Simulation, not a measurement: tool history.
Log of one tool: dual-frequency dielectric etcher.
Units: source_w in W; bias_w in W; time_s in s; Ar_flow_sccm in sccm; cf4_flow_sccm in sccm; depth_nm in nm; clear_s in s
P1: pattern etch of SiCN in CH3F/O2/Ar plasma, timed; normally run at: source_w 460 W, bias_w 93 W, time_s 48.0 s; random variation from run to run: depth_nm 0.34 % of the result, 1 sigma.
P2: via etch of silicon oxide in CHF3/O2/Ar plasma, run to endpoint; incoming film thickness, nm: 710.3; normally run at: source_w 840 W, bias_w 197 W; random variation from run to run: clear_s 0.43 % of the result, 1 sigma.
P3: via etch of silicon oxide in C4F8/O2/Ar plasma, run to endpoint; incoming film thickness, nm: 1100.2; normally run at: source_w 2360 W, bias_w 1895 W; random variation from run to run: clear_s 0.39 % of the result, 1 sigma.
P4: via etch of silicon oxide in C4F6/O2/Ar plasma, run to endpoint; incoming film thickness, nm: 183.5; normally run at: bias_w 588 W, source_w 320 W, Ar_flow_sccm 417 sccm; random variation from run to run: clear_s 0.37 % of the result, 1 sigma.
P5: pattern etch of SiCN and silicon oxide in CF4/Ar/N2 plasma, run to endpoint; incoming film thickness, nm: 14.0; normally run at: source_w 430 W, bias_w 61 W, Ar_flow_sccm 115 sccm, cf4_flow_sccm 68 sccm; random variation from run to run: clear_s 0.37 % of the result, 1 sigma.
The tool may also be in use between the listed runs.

| run | day | process | source_w | bias_w | time_s | Ar_flow_sccm | cf4_flow_sccm | hours since the last wet clean | hours since the last source power generator calibration | hours since the last bias power generator calibration | depth_nm | clear_s |
|---|---|---|---|---|---|---|---|---|---|---|---|---|
| 1 | 0.638 | P1 | 460 | 93 | 48.0 |  |  | 386.0 | 690.0 | 1257.0 | 20.498 |  |
| 2 | 1.225 | P3 | 2360 | 1895 |  |  |  | 400.1 | 704.1 | 1271.1 |  | 209.060 |
| 3 | 1.804 | P5 | 430 | 40 |  | 115 | 68 | 414.0 | 718.0 | 1285.0 |  | 20.310 |
| 4 | 2.342 | P1 | 460 | 93 | 58.5 |  |  | 426.9 | 730.9 | 1297.9 | 24.741 |  |
|  | 2.667 | bias power generator calibrated |
| 5 | 2.767 | P4 | 210 | 588 |  | 417 |  | 437.1 | 741.1 | 2.4 |  | 48.349 |
| 6 | 3.142 | P1 | 370 | 93 | 48.0 |  |  | 446.1 | 750.1 | 11.4 | 18.791 |  |
| 7 | 3.812 | P5 | 430 | 61 |  | 115 | 91 | 462.2 | 766.2 | 27.5 |  | 16.812 |
| 8 | 4.429 | P1 | 460 | 93 | 48.0 |  |  | 477.0 | 781.0 | 42.3 | 20.292 |  |
| 9 | 5.062 | P5 | 610 | 61 |  | 115 | 68 | 492.2 | 796.2 | 57.5 |  | 13.052 |
| 10 | 5.567 | P4 | 320 | 588 |  | 417 |  | 504.3 | 808.3 | 69.6 |  | 41.618 |
| 11 | 6.092 | P1 | 460 | 93 | 48.0 |  |  | 516.9 | 820.9 | 82.2 | 20.487 |  |
|  | 6.546 | wet clean of the chamber |
| 12 | 6.550 | P1 | 460 | 93 | 48.0 |  |  | 0.2 | 831.9 | 93.2 | 20.276 |  |
| 13 | 6.917 | P2 | 840 | 197 |  |  |  | 9.0 | 840.7 | 102.0 |  | 298.560 |
| 14 | 7.571 | P1 | 460 | 93 | 48.0 |  |  | 24.7 | 856.4 | 117.7 | 20.261 |  |
| 15 | 8.088 | P1 | 460 | 113 | 48.0 |  |  | 37.1 | 868.8 | 130.1 | 21.867 |  |
| 16 | 8.571 | P2 | 840 | 130 |  |  |  | 48.7 | 880.4 | 141.7 |  | 341.830 |
| 17 | 9.096 | P1 | 460 | 72 | 48.0 |  |  | 61.3 | 893.0 | 154.3 | 18.559 |  |
| 18 | 9.458 | P3 | 3290 | 1895 |  |  |  | 70.0 | 901.7 | 163.0 |  | 182.060 |
| 19 | 9.792 | P1 | 380 | 93 | 31.0 |  |  | 78.0 | 909.7 | 171.0 | 12.291 |  |
| 20 | 10.338 | P1 | 640 | 93 | 48.0 |  |  | 91.1 | 922.8 | 184.1 | 22.947 |  |
| 21 | 11.075 | P1 | 460 | 93 | 32.5 |  |  | 108.8 | 940.5 | 201.8 | 13.842 |  |
| 22 | 11.462 | P3 | 2360 | 2550 |  |  |  | 118.1 | 949.8 | 211.1 |  | 191.930 |
| 23 | 11.846 | P5 | 430 | 61 |  | 83 | 68 | 127.3 | 959.0 | 220.3 |  | 16.816 |
| 24 | 12.446 | P5 | 430 | 61 |  | 115 | 68 | 141.7 | 973.4 | 234.7 |  | 17.718 |
|  | 12.675 | source power generator calibrated |
| 25 | 13.062 | P4 | 320 | 448 |  | 417 |  | 156.5 | 9.4 | 249.5 |  | 46.197 |
| 26 | 13.796 | P4 | 320 | 588 |  | 293 |  | 174.1 | 27.0 | 267.1 |  | 40.116 |
| 27 | 14.167 | P2 | 580 | 197 |  |  |  | 183.0 | 35.9 | 276.0 |  | 344.560 |
| 28 | 14.888 | P1 | 460 | 93 | 48.0 |  |  | 200.3 | 53.2 | 293.3 | 20.358 |  |
| 29 | 15.271 | P1 | 460 | 93 | 48.0 |  |  | 209.5 | 62.4 | 302.5 | 20.464 |  |
| 30 | 15.696 | P1 | 460 | 93 | 48.0 |  |  | 219.7 | 72.6 | 312.7 | 20.467 |  |
| 31 | 16.129 | P1 | 460 | 93 | 48.0 |  |  | 230.1 | 83.0 | 323.1 | 20.656 |  |
| 32 | 16.825 | P1 | 460 | 93 | 48.0 |  |  | 246.8 | 99.7 | 339.8 | 20.736 |  |
| 33 | 17.179 | P1 | 460 | 93 | 48.0 |  |  | 255.3 | 108.2 | 348.3 | 20.749 |  |
|  | 17.325 | wet clean of the chamber |
| 34 | 17.904 | P1 | 460 | 93 | 48.0 |  |  | 14.0 | 125.6 | 365.7 | 20.748 |  |
| 35 | 18.300 | P1 | 460 | 93 | 48.0 |  |  | 23.5 | 135.1 | 375.2 | 20.687 |  |
| 36 | 18.888 | P1 | 460 | 93 | 48.0 |  |  | 37.6 | 149.2 | 389.3 | 20.661 |  |

What P1 gives has crept away from where it was. These 2 causes fit the log equally well, each at the size given:
A: bias power that arrives over what is set, % = 4.67
B: source power that arrives over what is set, % = 4.66
The creep began at about day 14.888.
Why every other cause is out:
chamber walls in a state that raises the etch rate, %: serviced at day 17.325, which brought nothing back

4 check runs are offered, each on 2 wafers whose results are averaged, their results left as question marks. Which one tells the causes apart?
| check 1 | 19.475 | P4 | 320 | 588 |  | 417 |  |  |  |  |  | ? |
| check 2 | 19.475 | P5 | 430 | 61 |  | 115 | 68 |  |  |  |  | ? |
| check 3 | 19.475 | P3 | 2360 | 1895 |  |  |  |  |  |  |  | ? |
| check 4 | 19.475 | P2 | 840 | 197 |  |  |  |  |  |  |  | ? |

What each check would give under each cause:
| check | result | if A | if B |
|---|---|---|---|
| check 1 | clear_s | 40.916 | 40.959 |
| check 2 | clear_s | 17.452 | 17.024 |
| check 3 | clear_s | 205.890 | 204.760 |
| check 4 | clear_s | 295.110 | 294.480 |
How far apart the two closest causes lie, in the result that separates them most: check 1 0.1 %; check 2 2.48 %; check 3 0.55 %; check 4 0.21 %
Check 2 tells the causes apart: in the others they would give nearly the same result.

Check 2 was then run and gave: clear_s 17.487 s. Which cause is it?

It is A: bias power that arrives over what is set, %.
